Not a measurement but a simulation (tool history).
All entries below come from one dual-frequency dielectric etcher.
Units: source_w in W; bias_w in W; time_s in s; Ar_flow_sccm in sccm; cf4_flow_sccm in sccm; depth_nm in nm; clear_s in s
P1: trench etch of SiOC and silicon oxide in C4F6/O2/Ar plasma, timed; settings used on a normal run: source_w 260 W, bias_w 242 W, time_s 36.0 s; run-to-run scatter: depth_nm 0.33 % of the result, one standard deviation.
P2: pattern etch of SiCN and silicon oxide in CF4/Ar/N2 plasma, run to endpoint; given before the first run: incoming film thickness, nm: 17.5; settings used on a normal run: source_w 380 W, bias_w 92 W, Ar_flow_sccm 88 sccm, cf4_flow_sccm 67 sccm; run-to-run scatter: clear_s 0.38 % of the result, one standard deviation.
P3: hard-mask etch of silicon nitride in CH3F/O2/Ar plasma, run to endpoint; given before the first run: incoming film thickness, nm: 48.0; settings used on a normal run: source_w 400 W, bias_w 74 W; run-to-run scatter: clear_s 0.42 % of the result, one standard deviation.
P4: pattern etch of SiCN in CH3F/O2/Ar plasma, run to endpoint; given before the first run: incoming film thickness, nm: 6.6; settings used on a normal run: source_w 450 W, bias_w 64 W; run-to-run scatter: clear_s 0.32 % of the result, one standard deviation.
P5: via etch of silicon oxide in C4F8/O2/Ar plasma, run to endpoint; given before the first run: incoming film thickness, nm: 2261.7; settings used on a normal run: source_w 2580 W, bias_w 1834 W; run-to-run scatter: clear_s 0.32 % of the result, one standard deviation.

{"run": 1, "hour": 15.3, "process": "P1", "source_w": 260, "bias_w": 242, "time_s": 36.0, "depth_nm": 64.525}
{"run": 2, "hour": 25.3, "process": "P3", "source_w": 400, "bias_w": 74, "clear_s": 69.586}
{"run": 3, "hour": 33.7, "process": "P3", "source_w": 400, "bias_w": 74, "clear_s": 70.238}
{"run": 4, "hour": 46.7, "process": "P1", "source_w": 210, "bias_w": 242, "time_s": 36.0, "depth_nm": 59.207}
{"run": 5, "hour": 61.6, "process": "P1", "source_w": 350, "bias_w": 242, "time_s": 36.0, "depth_nm": 72.301}
{"run": 6, "hour": 74.8, "process": "P1", "source_w": 260, "bias_w": 242, "time_s": 20.0, "depth_nm": 35.757}
{"run": 7, "hour": 90.5, "process": "P2", "source_w": 380, "bias_w": 92, "Ar_flow_sccm": 66, "cf4_flow_sccm": 67, "clear_s": 20.986}
{"run": 8, "hour": 103.5, "process": "P4", "source_w": 450, "bias_w": 81, "clear_s": 15.948}
{"run": 9, "hour": 118.8, "process": "P1", "source_w": 260, "bias_w": 242, "time_s": 36.0, "depth_nm": 64.439}
{"run": 10, "hour": 131.2, "process": "P1", "source_w": 300, "bias_w": 189, "time_s": 36.0, "depth_nm": 62.393}
{"hour": 132.8, "done": "bias power generator calibrated"}
{"run": 11, "hour": 141.5, "process": "P2", "source_w": 380, "bias_w": 92, "Ar_flow_sccm": 88, "cf4_flow_sccm": 47, "clear_s": 22.933}
{"run": 12, "hour": 151.8, "process": "P4", "source_w": 450, "bias_w": 64, "clear_s": 17.356}
{"run": 13, "hour": 165.3, "process": "P1", "source_w": 260, "bias_w": 338, "time_s": 36.0, "depth_nm": 72.584}
{"run": 14, "hour": 173.7, "process": "P1", "source_w": 260, "bias_w": 242, "time_s": 36.0, "depth_nm": 64.609}
{"run": 15, "hour": 187.5, "process": "P1", "source_w": 260, "bias_w": 242, "time_s": 36.0, "depth_nm": 64.24}
{"run": 16, "hour": 196.4, "process": "P4", "source_w": 580, "bias_w": 64, "clear_s": 15.83}
{"run": 17, "hour": 207.5, "process": "P3", "source_w": 400, "bias_w": 61, "clear_s": 74.256}
{"run": 18, "hour": 218.5, "process": "P1", "source_w": 260, "bias_w": 242, "time_s": 36.0, "depth_nm": 64.933}
{"run": 19, "hour": 228.7, "process": "P1", "source_w": 210, "bias_w": 170, "time_s": 36.0, "depth_nm": 52.956}
{"run": 20, "hour": 242.2, "process": "P4", "source_w": 450, "bias_w": 64, "clear_s": 17.438}
{"run": 21, "hour": 256.8, "process": "P5", "source_w": 1790, "bias_w": 1834, "clear_s": 474.69}
{"run": 22, "hour": 265.2, "process": "P1", "source_w": 260, "bias_w": 242, "time_s": 36.0, "depth_nm": 64.929}
{"run": 23, "hour": 280.0, "process": "P5", "source_w": 2580, "bias_w": 1834, "clear_s": 409.37}
{"run": 24, "hour": 295.3, "process": "P1", "source_w": 260, "bias_w": 242, "time_s": 36.0, "depth_nm": 64.452}
{"hour": 295.7, "done": "source power generator calibrated"}
{"run": 25, "hour": 302.2, "process": "P2", "source_w": 380, "bias_w": 92, "Ar_flow_sccm": 88, "cf4_flow_sccm": 67, "clear_s": 21.788}
{"run": 26, "hour": 315.9, "process": "P1", "source_w": 260, "bias_w": 242, "time_s": 52.5, "depth_nm": 93.938}
{"run": 27, "hour": 328.5, "process": "P2", "source_w": 380, "bias_w": 124, "Ar_flow_sccm": 88, "cf4_flow_sccm": 67, "clear_s": 19.654}
{"run": 28, "hour": 340.3, "process": "P1", "source_w": 260, "bias_w": 152, "time_s": 36.0, "depth_nm": 55.144}
{"run": 29, "hour": 350.4, "process": "P5", "source_w": 2580, "bias_w": 2530, "clear_s": 374.83}
{"run": 30, "hour": 359.7, "process": "P3", "source_w": 550, "bias_w": 74, "clear_s": 62.357}

Forecast run 31:
{"run": 31, "hour": 368.8, "process": "P2", "source_w": 310, "bias_w": 92, "Ar_flow_sccm": 88, "cf4_flow_sccm": 67, "clear_s": "?"}

{"run 31": {"clear_s": 26.102}}
